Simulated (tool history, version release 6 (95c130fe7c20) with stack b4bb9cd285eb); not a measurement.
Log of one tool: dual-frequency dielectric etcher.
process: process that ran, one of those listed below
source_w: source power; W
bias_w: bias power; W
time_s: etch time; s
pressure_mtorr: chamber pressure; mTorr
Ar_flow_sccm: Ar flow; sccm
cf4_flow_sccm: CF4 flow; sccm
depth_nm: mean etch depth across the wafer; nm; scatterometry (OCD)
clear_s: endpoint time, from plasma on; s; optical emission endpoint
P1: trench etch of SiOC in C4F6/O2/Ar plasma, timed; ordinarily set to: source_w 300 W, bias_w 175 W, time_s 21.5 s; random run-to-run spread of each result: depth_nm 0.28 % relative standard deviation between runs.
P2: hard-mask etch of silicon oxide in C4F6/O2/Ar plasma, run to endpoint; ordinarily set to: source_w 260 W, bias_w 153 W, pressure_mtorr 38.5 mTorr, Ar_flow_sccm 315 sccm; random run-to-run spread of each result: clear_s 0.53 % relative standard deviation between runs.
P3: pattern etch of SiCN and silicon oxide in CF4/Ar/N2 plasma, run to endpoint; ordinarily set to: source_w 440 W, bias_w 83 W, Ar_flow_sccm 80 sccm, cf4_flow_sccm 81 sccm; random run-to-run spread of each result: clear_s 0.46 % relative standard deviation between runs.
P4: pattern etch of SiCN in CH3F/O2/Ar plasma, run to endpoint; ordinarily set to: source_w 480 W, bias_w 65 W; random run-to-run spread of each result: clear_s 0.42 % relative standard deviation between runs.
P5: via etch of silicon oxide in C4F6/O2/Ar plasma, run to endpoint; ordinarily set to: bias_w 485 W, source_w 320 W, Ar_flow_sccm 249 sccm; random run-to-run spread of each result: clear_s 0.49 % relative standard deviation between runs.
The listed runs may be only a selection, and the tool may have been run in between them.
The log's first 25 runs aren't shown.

run   hour  process  source_w  bias_w  time_s  pressure_mtorr  Ar_flow_sccm  cf4_flow_sccm  hours since the last wet clean  hours since the last source power generator calibration  hours since the last bias power generator calibration  depth_nm  clear_s
 26  167.2       P3       440      83                                    80            109                             252                                                   1479.8                                                 1169.4             9.3874
 27  172.9       P4       480      89                                                                                257.7                                                   1485.5                                                 1175.1             15.007
 28    177       P2       260     153                    38.5           247                                          261.8                                                   1489.6                                                 1179.2             69.108
 29  182.6       P3       530      83                                    80             81                           267.4                                                   1495.2                                                 1184.8              8.279
 30  189.4       P1       360     175    21.5                                                                        274.2                                                     1502                                                 1191.6    42.873
 31  196.1       P1       300     109    21.5                                                                        280.9                                                   1508.7                                                 1198.3    34.365
 32    203       P2       260     153                      26           315                                          287.8                                                   1515.6                                                 1205.2             68.073
 33  207.6       P1       300     175    21.5                                                                        292.4                                                   1520.2                                                 1209.8    39.945
 34    215       P1       300     175    21.5                                                                        299.8                                                   1527.6                                                 1217.2    39.389
 35  223.1       P1       300     175    21.5                                                                        307.9                                                   1535.7                                                 1225.3    39.195
 36  227.7       P1       300     175    21.5                                                                        312.5                                                   1540.3                                                 1229.9    39.204
     227.9  -- wet clean of the chamber
 37  234.7       P1       300     175    21.5                                                                          6.8                                                   1547.3                                                 1236.9    39.204

Run 38 is up next; what results do you expect?
 38  240.7       P1       300     175    21.5                                                                         12.8                                                   1553.3                                                 1242.9         ?

depth_nm: 39.333 nm

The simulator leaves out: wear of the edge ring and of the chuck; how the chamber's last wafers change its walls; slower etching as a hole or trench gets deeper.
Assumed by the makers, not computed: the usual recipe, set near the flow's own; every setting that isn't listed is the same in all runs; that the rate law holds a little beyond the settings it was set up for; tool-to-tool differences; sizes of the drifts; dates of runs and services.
